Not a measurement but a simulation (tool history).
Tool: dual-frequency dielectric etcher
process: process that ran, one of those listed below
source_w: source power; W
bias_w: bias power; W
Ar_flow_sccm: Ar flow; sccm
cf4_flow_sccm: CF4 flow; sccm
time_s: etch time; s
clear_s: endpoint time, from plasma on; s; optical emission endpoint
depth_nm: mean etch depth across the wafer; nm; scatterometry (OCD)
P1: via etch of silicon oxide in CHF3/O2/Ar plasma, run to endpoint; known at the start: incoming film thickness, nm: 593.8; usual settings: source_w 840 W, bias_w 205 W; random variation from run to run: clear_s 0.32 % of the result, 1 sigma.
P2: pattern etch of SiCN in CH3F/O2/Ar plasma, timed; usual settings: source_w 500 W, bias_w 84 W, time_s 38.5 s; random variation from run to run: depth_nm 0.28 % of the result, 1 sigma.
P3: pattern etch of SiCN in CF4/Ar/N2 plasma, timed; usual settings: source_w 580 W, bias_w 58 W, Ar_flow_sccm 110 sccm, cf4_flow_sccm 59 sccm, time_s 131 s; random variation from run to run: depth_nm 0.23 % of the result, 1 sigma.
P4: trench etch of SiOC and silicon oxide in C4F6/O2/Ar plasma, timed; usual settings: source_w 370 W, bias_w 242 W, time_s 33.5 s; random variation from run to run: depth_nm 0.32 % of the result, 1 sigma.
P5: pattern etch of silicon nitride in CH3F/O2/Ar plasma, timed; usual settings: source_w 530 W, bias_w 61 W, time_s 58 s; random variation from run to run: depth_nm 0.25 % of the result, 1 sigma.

run	hour	process	source_w	bias_w	Ar_flow_sccm	cf4_flow_sccm	time_s	hours since the last wet clean	hours since the last source power generator calibration	hours since the last bias power generator calibration	clear_s	depth_nm
1	12.4	P1	840	205				204.4	441.9	3386.6	248.7	
2	21.4	P3	580	58	110	59	131	213.4	450.9	3395.6		123.99
3	31.7	P3	580	58	81	59	131	223.7	461.2	3405.9		129.95
4	40	P3	580	75	110	59	131	232	469.5	3414.2		135.49
5	50.7	P4	370	242			33.5	242.7	480.2	3424.9		71.793
6	63.8	P2	500	84			38.5	255.8	493.3	3438		16.904
# hour 72.6: bias power generator calibrated
7	76.7	P4	370	242			33.5	268.7	506.2	4.2		72.05
8	87.1	P1	1060	205				279.1	516.6	14.6	225.69	
9	98.3	P3	580	58	110	81	131	290.3	527.8	25.8		130.61
10	108.2	P2	500	50			38.5	300.2	537.7	35.7		14.272
11	116.2	P2	500	84			38.5	308.2	545.7	43.7		16.969
12	123.3	P1	840	205				315.3	552.8	50.8	248.97	
13	135.4	P2	500	84			21	327.4	564.9	62.9		9.2884
14	141.9	P2	390	84			38.5	333.9	571.4	69.4		15.447
15	148.8	P1	520	205				340.8	578.3	76.3	297.7	
16	154.9	P3	580	58	110	59	187	346.9	584.4	82.4		175.75
17	166.7	P3	750	58	110	59	131	358.7	596.2	94.2		155.88
18	177.4	P4	370	242			18.5	369.4	606.9	104.9		39.653
19	189.3	P1	840	205				381.3	618.8	116.8	248.14	
20	202.3	P5	530	61			77.5	394.3	631.8	129.8		58.136
21	210.6	P1	840	205				402.6	640.1	138.1	248.53	
22	221	P5	530	61			58	413	650.5	148.5		43.297
23	232	P4	440	242			33.5	424	661.5	159.5		76.559
24	239.8	P3	580	58	110	59	131	431.8	669.3	167.3		123.74
25	252.7	P1	650	146				444.7	682.2	180.2	306.17	
26	262.1	P5	530	78			58	454.1	691.6	189.6		46.757
27	270	P1	840	135				462	699.5	197.5	284.32	
# hour 278.1: source power generator calibrated
28	278.7	P5	530	61			58	470.7	0.6	206.2		43.456
29	291.7	P1	840	260				483.7	13.6	219.2	228.55	
30	300.2	P5	420	61			58	492.2	22.1	227.7		39.646
31	306.1	P4	370	315			33.5	498.1	28	233.6		78.503
32	317.1	P1	840	205				509.1	39	244.6	247.78	
33	322.9	P1	840	205				514.9	44.8	250.4	249.48	
34	335.2	P1	840	205				527.2	57.1	262.7	249.51	
35	344.1	P1	840	205				536.1	66	271.6	251.8	
36	353.7	P1	840	205				545.7	75.6	281.2	250.52	
37	362.7	P1	840	205				554.7	84.6	290.2	253.4	
38	371.9	P1	840	205				563.9	93.8	299.4	253.21	
# hour 379.1: wet clean of the chamber
39	383.4	P1	840	205				4.3	105.3	310.9	252.26	
40	389.8	P1	840	205				10.7	111.7	317.3	250.43	
41	400.4	P1	840	205				21.3	122.3	327.9	252.41	

What P1 gives has crept away from where it was. These 2 causes fit the log equally well, each at the size given:
A: bias power that arrives under what is set, % = 4.7
B: source power that arrives under what is set, % = 4.14
The creep began at about hour 317.1.
Why every other cause is out:
chamber walls in a state that lowers the etch rate, %: serviced at hour 379.1, which brought nothing back

4 check runs are offered, one wafer each, their results left as question marks. Which one tells the causes apart?
check 1	411	P4	370	313			20					?
check 2	411	P5	420	61			58					?
check 3	411	P3	660	58	83	59	131					?
check 4	411	P2	500	54			29.5					?

What each check would give under each cause:
check	result	if A	if B
check 1	depth_nm	45.987	46.035
check 2	depth_nm	39.023	39.002
check 3	depth_nm	143.34	140.19
check 4	depth_nm	11.019	11.01
How far apart the two closest causes lie, in the result that separates them most: check 1 0.1 %; check 2 0.05 %; check 3 2.22 %; check 4 0.08 %
Check 3 tells the causes apart: in the others they would give nearly the same result.

Check 3 was then run and gave: depth_nm 143.13 nm. Which cause is it?

It is A: bias power that arrives under what is set, %.

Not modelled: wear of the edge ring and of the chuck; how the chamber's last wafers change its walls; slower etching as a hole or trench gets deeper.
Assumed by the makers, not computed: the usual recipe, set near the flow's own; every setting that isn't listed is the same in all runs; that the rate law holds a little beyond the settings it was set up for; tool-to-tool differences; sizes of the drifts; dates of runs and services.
